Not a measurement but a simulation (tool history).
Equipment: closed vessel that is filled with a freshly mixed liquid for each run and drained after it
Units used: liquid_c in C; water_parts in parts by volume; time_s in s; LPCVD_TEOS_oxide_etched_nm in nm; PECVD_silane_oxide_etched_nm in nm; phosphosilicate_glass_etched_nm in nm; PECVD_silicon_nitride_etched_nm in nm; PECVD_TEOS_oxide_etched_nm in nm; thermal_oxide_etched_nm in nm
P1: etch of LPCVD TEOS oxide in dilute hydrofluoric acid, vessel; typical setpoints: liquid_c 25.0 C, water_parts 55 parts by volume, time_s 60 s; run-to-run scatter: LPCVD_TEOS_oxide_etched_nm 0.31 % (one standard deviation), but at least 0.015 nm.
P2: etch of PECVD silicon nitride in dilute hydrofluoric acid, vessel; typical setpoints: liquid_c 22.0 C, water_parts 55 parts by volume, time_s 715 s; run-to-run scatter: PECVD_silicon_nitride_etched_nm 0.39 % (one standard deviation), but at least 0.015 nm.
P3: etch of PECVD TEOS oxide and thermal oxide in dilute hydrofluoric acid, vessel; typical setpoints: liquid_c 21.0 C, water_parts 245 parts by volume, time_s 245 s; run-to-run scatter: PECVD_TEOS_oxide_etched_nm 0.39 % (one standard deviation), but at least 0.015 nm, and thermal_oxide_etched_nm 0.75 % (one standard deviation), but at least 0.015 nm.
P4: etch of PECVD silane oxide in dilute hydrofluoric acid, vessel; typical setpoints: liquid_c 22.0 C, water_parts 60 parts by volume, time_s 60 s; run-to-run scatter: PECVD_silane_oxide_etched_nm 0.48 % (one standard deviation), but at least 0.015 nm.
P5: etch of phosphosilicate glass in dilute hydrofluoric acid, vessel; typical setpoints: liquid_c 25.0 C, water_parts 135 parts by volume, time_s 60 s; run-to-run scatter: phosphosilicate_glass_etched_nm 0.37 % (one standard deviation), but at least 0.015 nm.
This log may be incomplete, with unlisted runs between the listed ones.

| run | hour | process | liquid_c | water_parts | time_s | hours since the thermometer was replaced | hours since the hydrofluoric acid flow meter was replaced | LPCVD_TEOS_oxide_etched_nm | PECVD_silane_oxide_etched_nm | phosphosilicate_glass_etched_nm | PECVD_silicon_nitride_etched_nm | PECVD_TEOS_oxide_etched_nm | thermal_oxide_etched_nm |
|---|---|---|---|---|---|---|---|---|---|---|---|---|---|
| 1 | 2.1 | P1 | 25.0 | 55 | 60 | 497.0 | 773.5 | 29.798 |  |  |  |  |  |
| 2 | 4.2 | P1 | 25.0 | 55 | 60 | 499.1 | 775.6 | 29.803 |  |  |  |  |  |
| 3 | 7.3 | P1 | 25.0 | 55 | 60 | 502.2 | 778.7 | 29.900 |  |  |  |  |  |
| 4 | 10.1 | P4 | 28.5 | 60 | 60 | 505.0 | 781.5 |  | 30.353 |  |  |  |  |
| 5 | 13.0 | P1 | 17.0 | 55 | 60 | 507.9 | 784.4 | 21.252 |  |  |  |  |  |
| 6 | 15.8 | P5 | 32.0 | 135 | 60 | 510.7 | 787.2 |  |  | 110.130 |  |  |  |
| 7 | 18.7 | P2 | 17.0 | 55 | 715 | 513.6 | 790.1 |  |  |  | 25.152 |  |  |
|  | 20.8 | thermometer replaced |
| 8 | 23.1 | P1 | 25.0 | 55 | 100 | 2.4 | 794.5 | 49.611 |  |  |  |  |  |
| 9 | 27.8 | P2 | 22.0 | 95 | 715 | 7.1 | 799.2 |  |  |  | 21.054 |  |  |
| 10 | 31.7 | P1 | 31.0 | 55 | 60 | 11.0 | 803.1 | 37.683 |  |  |  |  |  |
| 11 | 36.1 | P4 | 22.0 | 60 | 60 | 15.4 | 807.5 |  | 23.394 |  |  |  |  |
| 12 | 38.3 | P5 | 25.0 | 135 | 60 | 17.6 | 809.7 |  |  | 84.652 |  |  |  |
| 13 | 40.4 | P1 | 25.0 | 25 | 60 | 19.7 | 811.8 | 68.303 |  |  |  |  |  |
| 14 | 43.8 | P1 | 20.0 | 55 | 30 | 23.1 | 815.2 | 12.003 |  |  |  |  |  |
| 15 | 48.1 | P1 | 25.0 | 55 | 60 | 27.4 | 819.5 | 29.797 |  |  |  |  |  |
| 16 | 50.2 | P3 | 17.0 | 245 | 245 | 29.5 | 821.6 |  |  |  |  | 8.3271 | 2.98160 |
| 17 | 53.3 | P4 | 22.0 | 60 | 60 | 32.6 | 824.7 |  | 23.330 |  |  |  |  |
| 18 | 56.1 | P2 | 22.0 | 55 | 715 | 35.4 | 827.5 |  |  |  | 35.254 |  |  |
| 19 | 58.7 | P3 | 21.0 | 245 | 245 | 38.0 | 830.1 |  |  |  |  | 9.7518 | 3.59010 |
| 20 | 61.3 | P1 | 25.0 | 55 | 60 | 40.6 | 832.7 | 29.685 |  |  |  |  |  |
| 21 | 65.7 | P1 | 25.0 | 55 | 30 | 45.0 | 837.1 | 14.876 |  |  |  |  |  |
| 22 | 68.3 | P3 | 21.0 | 245 | 30 | 47.6 | 839.7 |  |  |  |  | 1.1920 | 0.44442 |
| 23 | 70.9 | P1 | 25.0 | 95 | 60 | 50.2 | 842.3 | 16.354 |  |  |  |  |  |
| 24 | 74.8 | P5 | 25.0 | 25 | 60 | 54.1 | 846.2 |  |  | 531.710 |  |  |  |
| 25 | 78.0 | P4 | 22.0 | 60 | 30 | 57.3 | 849.4 |  | 11.714 |  |  |  |  |
| 26 | 80.5 | P5 | 25.0 | 135 | 115 | 59.8 | 851.9 |  |  | 162.710 |  |  |  |
| 27 | 83.5 | P3 | 21.0 | 60 | 245 | 62.8 | 854.9 |  |  |  |  | 48.5280 | 17.47300 |
| 28 | 86.0 | P1 | 25.0 | 55 | 60 | 65.3 | 857.4 | 29.650 |  |  |  |  |  |
| 29 | 89.8 | P1 | 25.0 | 55 | 60 | 69.1 | 861.2 | 29.609 |  |  |  |  |  |
| 30 | 93.1 | P2 | 22.0 | 55 | 1270 | 72.4 | 864.5 |  |  |  | 63.443 |  |  |
| 31 | 97.0 | P4 | 22.0 | 95 | 60 | 76.3 | 868.4 |  | 14.025 |  |  |  |  |
| 32 | 101.7 | P2 | 22.0 | 55 | 715 | 81.0 | 873.1 |  |  |  | 35.451 |  |  |
| 33 | 105.5 | P1 | 17.5 | 25 | 60 | 84.8 | 876.9 | 49.286 |  |  |  |  |  |
| 34 | 109.6 | P1 | 25.0 | 55 | 60 | 88.9 | 881.0 | 29.772 |  |  |  |  |  |
| 35 | 114.1 | P1 | 25.0 | 55 | 60 | 93.4 | 885.5 | 28.780 |  |  |  |  |  |
| 36 | 118.2 | P1 | 25.0 | 55 | 60 | 97.5 | 889.6 | 28.087 |  |  |  |  |  |
| 37 | 121.9 | P1 | 25.0 | 55 | 60 | 101.2 | 893.3 | 27.728 |  |  |  |  |  |
| 38 | 124.0 | P1 | 25.0 | 55 | 60 | 103.3 | 895.4 | 27.688 |  |  |  |  |  |
| 39 | 127.7 | P1 | 25.0 | 55 | 60 | 107.0 | 899.1 | 27.551 |  |  |  |  |  |
| 40 | 132.1 | P1 | 25.0 | 55 | 60 | 111.4 | 903.5 | 27.569 |  |  |  |  |  |
| 41 | 134.6 | P1 | 25.0 | 55 | 60 | 113.9 | 906.0 | 27.408 |  |  |  |  |  |
| 42 | 137.4 | P1 | 25.0 | 55 | 60 | 116.7 | 908.8 | 27.533 |  |  |  |  |  |
| 43 | 139.5 | P1 | 25.0 | 55 | 60 | 118.8 | 910.9 | 27.298 |  |  |  |  |  |
| 44 | 142.4 | P1 | 25.0 | 55 | 60 | 121.7 | 913.8 | 27.226 |  |  |  |  |  |
| 45 | 145.9 | P1 | 25.0 | 55 | 60 | 125.2 | 917.3 | 27.347 |  |  |  |  |  |

Something has made what P1 gives creep away from where it was; the 2 causes below, each at its own stated size, fit the log equally well:
A: liquid colder than its thermometer reads (K) = 2.09
B: hydrofluoric acid flow below the setpoint (%) = 7.63
The process output started creeping at around hour 109.6.

Of the 4 check runs listed below, each run on one wafer and each result written as a question mark, which would let you distinguish the listed causes because they would give clearly different results?
| check 1 | 149.4 | P2 | 17.0 | 55 | 1050 |  |  |  |  |  | ? |  |  |
| check 2 | 149.4 | P5 | 25.0 | 30 | 60 |  |  |  |  | ? |  |  |  |
| check 3 | 149.4 | P3 | 21.0 | 105 | 105 |  |  |  |  |  |  | ? | ? |
| check 4 | 149.4 | P4 | 22.0 | 80 | 60 |  |  |  | ? |  |  |  |  |

Predicted outcomes, by check and by cause:
| check | result | if A | if B |
|---|---|---|---|
| check 1 | PECVD_silicon_nitride_etched_nm | 31.820 | 34.213 |
| check 2 | phosphosilicate_glass_etched_nm | 402.220 | 404.090 |
| check 3 | PECVD_TEOS_oxide_etched_nm | 10.3320 | 10.2960 |
| check 3 | thermal_oxide_etched_nm | 3.76550 | 3.75220 |
| check 4 | PECVD_silane_oxide_etched_nm | 15.653 | 15.637 |
Smallest distance between any two causes, each pair judged by its most separating result, in per cent: check 1 7.25 %; check 2 0.46 %; check 3 0.35 %; check 4 0.11 %
Only in check 1 would the causes give clearly different results; in the remaining checks their results would be nearly the same.

After running check 1, the following was obtained: PECVD_silicon_nitride_etched_nm 31.887 nm. Which cause does this point to?

It was cause A: liquid colder than its thermometer reads (K).

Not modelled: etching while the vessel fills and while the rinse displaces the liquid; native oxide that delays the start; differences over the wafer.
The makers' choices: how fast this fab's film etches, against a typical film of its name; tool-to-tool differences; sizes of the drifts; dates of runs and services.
